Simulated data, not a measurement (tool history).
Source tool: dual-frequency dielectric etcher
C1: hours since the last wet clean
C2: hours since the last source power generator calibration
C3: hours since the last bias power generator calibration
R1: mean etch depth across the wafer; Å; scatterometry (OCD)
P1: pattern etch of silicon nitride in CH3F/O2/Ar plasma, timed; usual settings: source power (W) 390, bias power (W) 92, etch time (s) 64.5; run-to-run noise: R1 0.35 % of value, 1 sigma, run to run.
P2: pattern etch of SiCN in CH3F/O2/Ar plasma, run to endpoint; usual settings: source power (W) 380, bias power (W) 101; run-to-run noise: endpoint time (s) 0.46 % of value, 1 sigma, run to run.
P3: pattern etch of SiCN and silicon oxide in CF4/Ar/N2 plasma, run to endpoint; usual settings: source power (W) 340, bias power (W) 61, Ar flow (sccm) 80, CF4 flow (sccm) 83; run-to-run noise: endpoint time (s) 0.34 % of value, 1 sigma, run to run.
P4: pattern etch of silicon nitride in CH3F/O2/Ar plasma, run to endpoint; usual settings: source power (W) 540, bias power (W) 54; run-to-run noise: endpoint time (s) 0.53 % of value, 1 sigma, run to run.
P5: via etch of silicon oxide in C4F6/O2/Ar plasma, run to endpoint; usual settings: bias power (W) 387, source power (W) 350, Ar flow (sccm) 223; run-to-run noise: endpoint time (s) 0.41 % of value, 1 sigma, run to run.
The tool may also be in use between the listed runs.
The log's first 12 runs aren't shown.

{"run": 13, "hour": 150.1, "process that ran": "P3", "source power (W)": 340, "bias power (W)": 61, "Ar flow (sccm)": 80, "CF4 flow (sccm)": 83, "C1": 513.1, "C2": 988.6, "C3": 31.7, "endpoint time (s)": 22.862}
{"run": 14, "hour": 157.3, "process that ran": "P5", "source power (W)": 350, "bias power (W)": 387, "Ar flow (sccm)": 223, "C1": 520.3, "C2": 995.8, "C3": 38.9, "endpoint time (s)": 26.883}
{"run": 15, "hour": 165.6, "process that ran": "P1", "source power (W)": 390, "bias power (W)": 92, "etch time (s)": 64.5, "C1": 528.6, "C2": 1004.1, "C3": 47.2, "R1": 480.94}
{"run": 16, "hour": 178.9, "process that ran": "P4", "source power (W)": 540, "bias power (W)": 66, "C1": 541.9, "C2": 1017.4, "C3": 60.5, "endpoint time (s)": 43.368}
{"run": 17, "hour": 185.9, "process that ran": "P5", "source power (W)": 350, "bias power (W)": 387, "Ar flow (sccm)": 280, "C1": 548.9, "C2": 1024.4, "C3": 67.5, "endpoint time (s)": 27.77}
{"run": 18, "hour": 193.4, "process that ran": "P5", "source power (W)": 350, "bias power (W)": 387, "Ar flow (sccm)": 223, "C1": 556.4, "C2": 1031.9, "C3": 75, "endpoint time (s)": 26.917}
{"run": 19, "hour": 201.0, "process that ran": "P3", "source power (W)": 340, "bias power (W)": 73, "Ar flow (sccm)": 80, "CF4 flow (sccm)": 83, "C1": 564, "C2": 1039.5, "C3": 82.6, "endpoint time (s)": 21.634}
{"run": 20, "hour": 209.8, "process that ran": "P5", "source power (W)": 280, "bias power (W)": 387, "Ar flow (sccm)": 223, "C1": 572.8, "C2": 1048.3, "C3": 91.4, "endpoint time (s)": 29.365}
{"run": 21, "hour": 221.7, "process that ran": "P3", "source power (W)": 340, "bias power (W)": 61, "Ar flow (sccm)": 80, "CF4 flow (sccm)": 61, "C1": 584.7, "C2": 1060.2, "C3": 103.3, "endpoint time (s)": 23.775}
{"run": 22, "hour": 230.1, "process that ran": "P1", "source power (W)": 390, "bias power (W)": 92, "etch time (s)": 64.5, "C1": 593.1, "C2": 1068.6, "C3": 111.7, "R1": 482.08}
{"run": 23, "hour": 243.7, "process that ran": "P2", "source power (W)": 380, "bias power (W)": 101, "C1": 606.7, "C2": 1082.2, "C3": 125.3, "endpoint time (s)": 26.633}
{"run": 24, "hour": 250.5, "process that ran": "P1", "source power (W)": 390, "bias power (W)": 66, "etch time (s)": 64.5, "C1": 613.5, "C2": 1089, "C3": 132.1, "R1": 428.68}

What will run 25 give?
{"run": 25, "hour": 265.1, "process that ran": "P1", "source power (W)": 280, "bias power (W)": 92, "etch time (s)": 77.5, "C1": 628.1, "C2": 1103.6, "C3": 146.7, "R1": "?"}

Run 25 came out at R1 509.44 Å.

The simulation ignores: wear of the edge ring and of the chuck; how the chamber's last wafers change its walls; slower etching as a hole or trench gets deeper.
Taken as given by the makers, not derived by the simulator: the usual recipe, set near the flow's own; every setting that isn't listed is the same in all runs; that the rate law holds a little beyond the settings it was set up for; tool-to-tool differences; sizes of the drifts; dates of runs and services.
